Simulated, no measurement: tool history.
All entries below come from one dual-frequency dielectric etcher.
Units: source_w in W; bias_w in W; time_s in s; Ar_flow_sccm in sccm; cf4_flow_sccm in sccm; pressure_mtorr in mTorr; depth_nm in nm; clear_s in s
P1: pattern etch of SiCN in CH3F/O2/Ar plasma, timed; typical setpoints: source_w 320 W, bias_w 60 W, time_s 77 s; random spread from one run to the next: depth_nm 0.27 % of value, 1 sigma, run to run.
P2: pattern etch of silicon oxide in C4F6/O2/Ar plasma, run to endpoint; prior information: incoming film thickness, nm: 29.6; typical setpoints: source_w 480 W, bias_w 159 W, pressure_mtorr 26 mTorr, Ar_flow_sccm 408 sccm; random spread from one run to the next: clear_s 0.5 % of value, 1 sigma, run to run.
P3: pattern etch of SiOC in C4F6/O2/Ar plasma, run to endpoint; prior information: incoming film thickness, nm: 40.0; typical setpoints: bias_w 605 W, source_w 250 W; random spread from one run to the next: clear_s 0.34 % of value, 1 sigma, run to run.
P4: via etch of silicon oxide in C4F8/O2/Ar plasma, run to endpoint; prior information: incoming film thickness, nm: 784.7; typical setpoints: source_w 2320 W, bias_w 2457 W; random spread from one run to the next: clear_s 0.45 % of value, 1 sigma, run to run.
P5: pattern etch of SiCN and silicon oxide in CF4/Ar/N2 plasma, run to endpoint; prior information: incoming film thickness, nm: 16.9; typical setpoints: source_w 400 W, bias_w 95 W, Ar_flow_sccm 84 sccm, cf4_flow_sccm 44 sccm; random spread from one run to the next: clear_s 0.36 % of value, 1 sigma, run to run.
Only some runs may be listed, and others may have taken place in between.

run     day  process  source_w  bias_w  time_s  Ar_flow_sccm  cf4_flow_sccm  pressure_mtorr  hours since the last wet clean  hours since the last source power generator calibration  hours since the last bias power generator calibration  depth_nm  clear_s
  1   0.425       P1       320      60      77                                                                        228.7                                                    773.9                                                 2876.7     25.68
  2   1.121       P5       400      71                    84             44                                           245.4                                                    790.6                                                 2893.4             22.659
  3   1.721       P1       320      60    57.5                                                                        259.8                                                      805                                                 2907.8    19.093
  4   2.054       P4      2320    1672                                                                                267.8                                                      813                                                 2915.8             157.51
  5   2.617       P5       490      95                    84             44                                           281.3                                                    826.5                                                 2929.3             17.121
  6   3.262       P3       310     605                                                                                296.8                                                      842                                                 2944.8             13.293
  7   3.825       P1       320      60      77                                                                        310.3                                                    855.5                                                 2958.3    25.625
  8   4.525       P1       320      60      77                                                                        327.1                                                    872.3                                                 2975.1     25.53
  9   5.112       P5       400      95                    49             44                                           341.2                                                    886.4                                                 2989.2             18.966
 10   5.425       P3       250     605                                                                                348.7                                                    893.9                                                 2996.7             14.318
 11   5.929       P5       400      95                    84             44                                           360.8                                                      906                                                 3008.8             20.374
 12   6.379       P2       480     220                   408                             26                           371.6                                                    916.8                                                 3019.6              8.522
 13   7.017       P1       390      60    44.5                                                                        386.9                                                    932.1                                                 3034.9    15.886
 14   7.675       P1       320      60      77                                                                        402.7                                                    947.9                                                 3050.7     25.54
 15   8.183       P5       400      95                    84             60                                           414.9                                                    960.1                                                 3062.9             19.452
 16   8.833       P3       250     605                                                                                430.5                                                    975.7                                                 3078.5             14.276
 17   9.158       P3       250     756                                                                                438.3                                                    983.5                                                 3086.3             13.148
 18   9.658       P1       320      60   101.5                                                                        450.3                                                    995.5                                                 3098.3    33.734
 19  10.275       P1       390      49      77                                                                        465.1                                                   1010.3                                                 3113.1    25.773
 20  10.592       P1       200      60      77                                                                        472.7                                                   1017.9                                                 3120.7    21.354
 21   11.05       P2       480     159                   499                             26                           483.7                                                   1028.9                                                 3131.7             9.7023
 22  11.562       P5       400      95                    84             44                                             496                                                   1041.2                                                   3144             20.314
 23  11.983       P4      2800    2457                                                                                506.1                                                   1051.3                                                 3154.1              132.4
 24  12.367       P1       430      60      77                                                                        515.3                                                   1060.5                                                 3163.3    28.538
 25  12.758       P2       680     159                   408                             26                           524.7                                                   1069.9                                                 3172.7             8.2399
 26  13.183       P1       320      76      77                                                                        534.9                                                   1080.1                                                 3182.9    27.795
 27  13.871       P1       320      60      77                                                                        551.4                                                   1096.6                                                 3199.4    25.556
 28  14.208       P4      2320    2457                                                                                559.5                                                   1104.7                                                 3207.5             141.08
 29  14.854       P1       320      37      77                                                                          575                                                   1120.2                                                   3223    21.826
 30  15.425       P2       480     159                   408                             26                           588.7                                                   1133.9                                                 3236.7             9.5218
 31  16.083       P2       480     159                   408                           35.5                           604.5                                                   1149.7                                                 3252.5             9.8465
 32  16.696       P1       320      60      77                                                                        619.2                                                   1164.4                                                 3267.2    25.545
 33  17.262       P1       320      60      77                                                                        632.8                                                     1178                                                 3280.8    25.336
 34   17.95       P1       320      60      77                                                                        649.3                                                   1194.5                                                 3297.3     25.35
 35    18.6       P1       320      60      77                                                                        664.9                                                   1210.1                                                 3312.9     25.24
 36    19.3       P1       320      60      77                                                                        681.7                                                   1226.9                                                 3329.7    25.194
 37  19.833       P1       320      60      77                                                                        694.5                                                   1239.7                                                 3342.5     25.26
 38  20.529       P1       320      60      77                                                                        711.2                                                   1256.4                                                 3359.2    25.171
     21.142  -- wet clean of the chamber
 39   21.15       P1       320      60      77                                                                          0.2                                                   1271.3                                                 3374.1    25.187
 40  21.738       P1       320      60      77                                                                         14.3                                                   1285.4                                                 3388.2    25.131
 41  22.388       P1       320      60      77                                                                         29.9                                                     1301                                                 3403.8     25.19
 42  22.992       P1       320      60      77                                                                         44.4                                                   1315.5                                                 3418.3    25.172
 43  23.467       P1       320      60      77                                                                         55.8                                                   1326.9                                                 3429.7    25.177

Compared with where it was, what P1 gives has crept away. Each cause listed below fits the log as well as the rest, at the size given for it:
A: source power that arrives under what is set, % = 3.91
B: bias power that arrives under what is set, % = 4.3
The onset of the drift is placed at about day 16.696.
Other possible causes, and why each is ruled out:
chamber walls in a state that lowers the etch rate, %: serviced at day 21.142, which brought nothing back

The 4 check runs listed below each average the results of 2 wafers, and their outcomes are marked with question marks. Under which run would the listed causes produce clearly different results?
check 1  23.942       P4      2670    2029                                                                                                                                                                                                                       ?
check 2  23.942       P3       290     605                                                                                                                                                                                                                       ?
check 3  23.942       P2       660     217                   408                             26                                                                                                                                                                  ?
check 4  23.942       P5       400      95                    56             59                                                                                                                                                                                  ?

How each check would come out, cause by cause:
  check   result    if A    if B
check 1  clear_s  144.07  143.53
check 2  clear_s  13.802  13.837
check 3  clear_s  7.6984  7.6856
check 4  clear_s  19.272  18.886
Gap, in per cent, between the two causes that each check separates least, read from the result that separates them most: check 1 0.37 %; check 2 0.25 %; check 3 0.17 %; check 4 2.02 %
Of the check runs offered, only check 4 discriminates between the causes; the rest would read about the same regardless of which cause applies.

Here is what check 4 returned: clear_s 18.863 s. Which cause is it?

The correct cause is B, namely: bias power that arrives under what is set, %.
